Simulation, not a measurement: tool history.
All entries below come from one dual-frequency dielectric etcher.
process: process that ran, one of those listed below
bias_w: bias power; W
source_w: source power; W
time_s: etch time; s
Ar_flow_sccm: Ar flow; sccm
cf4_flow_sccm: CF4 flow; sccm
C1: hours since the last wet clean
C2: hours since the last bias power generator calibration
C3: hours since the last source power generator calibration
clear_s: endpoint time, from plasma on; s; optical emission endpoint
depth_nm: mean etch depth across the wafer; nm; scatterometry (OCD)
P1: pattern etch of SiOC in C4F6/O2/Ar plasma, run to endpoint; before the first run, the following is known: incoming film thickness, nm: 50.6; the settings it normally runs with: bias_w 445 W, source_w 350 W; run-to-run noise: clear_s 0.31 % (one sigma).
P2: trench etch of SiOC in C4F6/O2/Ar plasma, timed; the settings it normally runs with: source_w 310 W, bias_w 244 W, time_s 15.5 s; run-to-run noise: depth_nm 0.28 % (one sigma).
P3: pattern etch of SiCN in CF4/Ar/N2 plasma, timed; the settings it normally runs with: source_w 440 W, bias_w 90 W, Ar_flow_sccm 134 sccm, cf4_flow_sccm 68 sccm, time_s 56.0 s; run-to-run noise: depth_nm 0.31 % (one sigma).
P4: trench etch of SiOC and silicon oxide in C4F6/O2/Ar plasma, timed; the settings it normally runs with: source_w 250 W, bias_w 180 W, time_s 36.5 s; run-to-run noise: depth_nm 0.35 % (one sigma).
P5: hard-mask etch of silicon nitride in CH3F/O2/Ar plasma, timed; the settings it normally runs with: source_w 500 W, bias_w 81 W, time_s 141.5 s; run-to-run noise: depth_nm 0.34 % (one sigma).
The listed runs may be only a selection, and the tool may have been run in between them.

run 1 day=0.104 | process=P1 bias_w=445 source_w=350 | C1=216.4 C2=482.5 C3=2653.5 | clear_s=18.664
run 2 day=0.288 | process=P1 bias_w=549 source_w=210 | C1=220.8 C2=486.9 C3=2657.9 | clear_s=20.753
run 3 day=0.454 | process=P5 bias_w=81 source_w=500 time_s=206.5 | C1=224.8 C2=490.9 C3=2661.9 | depth_nm=165.520
run 4 day=0.612 | process=P1 bias_w=598 source_w=290 | C1=228.6 C2=494.7 C3=2665.7 | clear_s=17.900
run 5 day=0.779 | process=P1 bias_w=445 source_w=350 | C1=232.6 C2=498.7 C3=2669.7 | clear_s=18.606
run 6 day=0.971 | process=P1 bias_w=445 source_w=450 | C1=237.2 C2=503.3 C3=2674.3 | clear_s=17.017
run 7 day=1.142 | process=P1 bias_w=337 source_w=350 | C1=241.3 C2=507.4 C3=2678.4 | clear_s=20.668
run 8 day=1.262 | process=P3 bias_w=90 source_w=320 time_s=56.0 Ar_flow_sccm=134 cf4_flow_sccm=68 | C1=244.2 C2=510.3 C3=2681.3 | depth_nm=37.966
-- day=1.371 wet clean of the chamber
run 9 day=1.371 | process=P4 bias_w=180 source_w=250 time_s=36.5 | C1=0.0 C2=512.9 C3=2683.9 | depth_nm=60.294
run 10 day=1.600 | process=P2 bias_w=145 source_w=310 time_s=15.5 | C1=5.5 C2=518.4 C3=2689.4 | depth_nm=26.800
run 11 day=1.800 | process=P3 bias_w=90 source_w=440 time_s=70.0 Ar_flow_sccm=134 cf4_flow_sccm=68 | C1=10.3 C2=523.2 C3=2694.2 | depth_nm=61.934
run 12 day=1.954 | process=P1 bias_w=445 source_w=350 | C1=14.0 C2=526.9 C3=2697.9 | clear_s=18.685
run 13 day=2.092 | process=P3 bias_w=90 source_w=440 time_s=56.0 Ar_flow_sccm=134 cf4_flow_sccm=68 | C1=17.3 C2=530.2 C3=2701.2 | depth_nm=50.032
run 14 day=2.321 | process=P3 bias_w=90 source_w=440 time_s=56.0 Ar_flow_sccm=93 cf4_flow_sccm=68 | C1=22.8 C2=535.7 C3=2706.7 | depth_nm=52.485
run 15 day=2.454 | process=P5 bias_w=81 source_w=350 time_s=141.5 | C1=26.0 C2=538.9 C3=2709.9 | depth_nm=99.739
run 16 day=2.571 | process=P4 bias_w=147 source_w=250 time_s=36.5 | C1=28.8 C2=541.7 C3=2712.7 | depth_nm=56.231
run 17 day=2.754 | process=P5 bias_w=81 source_w=500 time_s=141.5 | C1=33.2 C2=546.1 C3=2717.1 | depth_nm=114.450
run 18 day=2.888 | process=P2 bias_w=244 source_w=310 time_s=9.5 | C1=36.4 C2=549.3 C3=2720.3 | depth_nm=19.366
run 19 day=3.046 | process=P3 bias_w=117 source_w=440 time_s=56.0 Ar_flow_sccm=134 cf4_flow_sccm=68 | C1=40.2 C2=553.1 C3=2724.1 | depth_nm=55.122
run 20 day=3.258 | process=P1 bias_w=554 source_w=350 | C1=45.3 C2=558.2 C3=2729.2 | clear_s=17.171
run 21 day=3.462 | process=P5 bias_w=81 source_w=500 time_s=141.5 | C1=50.2 C2=563.1 C3=2734.1 | depth_nm=113.830
run 22 day=3.608 | process=P1 bias_w=445 source_w=350 | C1=53.7 C2=566.6 C3=2737.6 | clear_s=18.636
run 23 day=3.746 | process=P2 bias_w=244 source_w=310 time_s=15.5 | C1=57.0 C2=569.9 C3=2740.9 | depth_nm=31.599
run 24 day=3.921 | process=P5 bias_w=113 source_w=500 time_s=141.5 | C1=61.2 C2=574.1 C3=2745.1 | depth_nm=128.880
run 25 day=4.054 | process=P1 bias_w=445 source_w=350 | C1=64.4 C2=577.3 C3=2748.3 | clear_s=18.543
run 26 day=4.233 | process=P2 bias_w=244 source_w=400 time_s=15.5 | C1=68.7 C2=581.6 C3=2752.6 | depth_nm=35.005
run 27 day=4.467 | process=P3 bias_w=90 source_w=440 time_s=56.0 Ar_flow_sccm=134 cf4_flow_sccm=96 | C1=74.3 C2=587.2 C3=2758.2 | depth_nm=52.008
run 28 day=4.612 | process=P1 bias_w=445 source_w=350 | C1=77.8 C2=590.7 C3=2761.7 | clear_s=18.651
run 29 day=4.733 | process=P1 bias_w=345 source_w=490 | C1=80.7 C2=593.6 C3=2764.6 | clear_s=18.044
run 30 day=4.908 | process=P4 bias_w=180 source_w=250 time_s=26.0 | C1=84.9 C2=597.8 C3=2768.8 | depth_nm=42.831
run 31 day=5.133 | process=P1 bias_w=445 source_w=250 | C1=90.3 C2=603.2 C3=2774.2 | clear_s=21.112
run 32 day=5.338 | process=P3 bias_w=90 source_w=440 time_s=56.0 Ar_flow_sccm=134 cf4_flow_sccm=68 | C1=95.2 C2=608.1 C3=2779.1 | depth_nm=49.655
run 33 day=5.467 | process=P4 bias_w=180 source_w=190 time_s=36.5 | C1=98.3 C2=611.2 C3=2782.2 | depth_nm=54.283
run 34 day=5.692 | process=P2 bias_w=244 source_w=310 time_s=15.5 | C1=103.7 C2=616.6 C3=2787.6 | depth_nm=31.613
run 35 day=5.833 | process=P1 bias_w=445 source_w=350 | C1=107.1 C2=620.0 C3=2791.0 | clear_s=18.647
run 36 day=6.004 | process=P1 bias_w=445 source_w=350 | C1=111.2 C2=624.1 C3=2795.1 | clear_s=18.717
run 37 day=6.158 | process=P1 bias_w=445 source_w=350 | C1=114.9 C2=627.8 C3=2798.8 | clear_s=18.724
run 38 day=6.300 | process=P1 bias_w=445 source_w=350 | C1=118.3 C2=631.2 C3=2802.2 | clear_s=18.942
run 39 day=6.462 | process=P1 bias_w=445 source_w=350 | C1=122.2 C2=635.1 C3=2806.1 | clear_s=18.828
run 40 day=6.683 | process=P1 bias_w=445 source_w=350 | C1=127.5 C2=640.4 C3=2811.4 | clear_s=18.909
run 41 day=6.867 | process=P1 bias_w=445 source_w=350 | C1=131.9 C2=644.8 C3=2815.8 | clear_s=18.895
run 42 day=7.012 | process=P1 bias_w=445 source_w=350 | C1=135.4 C2=648.3 C3=2819.3 | clear_s=18.977
-- day=7.112 wet clean of the chamber
run 43 day=7.162 | process=P1 bias_w=445 source_w=350 | C1=1.2 C2=651.9 C3=2822.9 | clear_s=18.964
run 44 day=7.338 | process=P1 bias_w=445 source_w=350 | C1=5.4 C2=656.1 C3=2827.1 | clear_s=18.975
run 45 day=7.529 | process=P1 bias_w=445 source_w=350 | C1=10.0 C2=660.7 C3=2831.7 | clear_s=18.860
run 46 day=7.696 | process=P1 bias_w=445 source_w=350 | C1=14.0 C2=664.7 C3=2835.7 | clear_s=18.996

P1 has crept away from where it was. The log is fitted equally well by each of these 2 causes, at the sizes shown:
A: source power that arrives under what is set, % = 4.06
B: bias power that arrives under what is set, % = 4.07
Onset of the creep was near day 5.833.
Other possible causes, and why each is ruled out:
chamber walls in a state that lowers the etch rate, %: was serviced at day 7.112, once the creep was under way, yet the earlier output never came back

Which of the 4 check runs listed below, each an average over 2 wafers with its results shown as question marks, gives clearly different results under the different listed causes?
run check 1 day=7.862 | process=P5 bias_w=81 source_w=500 time_s=141.5 | depth_nm=?
run check 2 day=7.862 | process=P2 bias_w=244 source_w=310 time_s=15.5 | depth_nm=?
run check 3 day=7.862 | process=P3 bias_w=90 source_w=440 time_s=56.0 Ar_flow_sccm=134 cf4_flow_sccm=68 | depth_nm=?
run check 4 day=7.862 | process=P4 bias_w=180 source_w=250 time_s=36.5 | depth_nm=?

Check results expected under each cause:
check=check_1 result=depth_nm if_A=112.340 if_B=112.490
check=check_2 result=depth_nm if_A=31.156 if_B=31.206
check=check_3 result=depth_nm if_A=48.083 if_B=49.064
check=check_4 result=depth_nm if_A=59.329 if_B=59.473
Per check, the gap between the least separated pair of causes, taken in the result that splits them most: check 1 0.13 %; check 2 0.16 %; check 3 2.02 %; check 4 0.24 %
Only in check 3 would the causes give clearly different results; in the remaining checks their results would be nearly the same.

Check 3 has now been run. It gave: depth_nm 49.079 nm. Which of the candidate causes is it?

It was cause B: bias power that arrives under what is set, %.
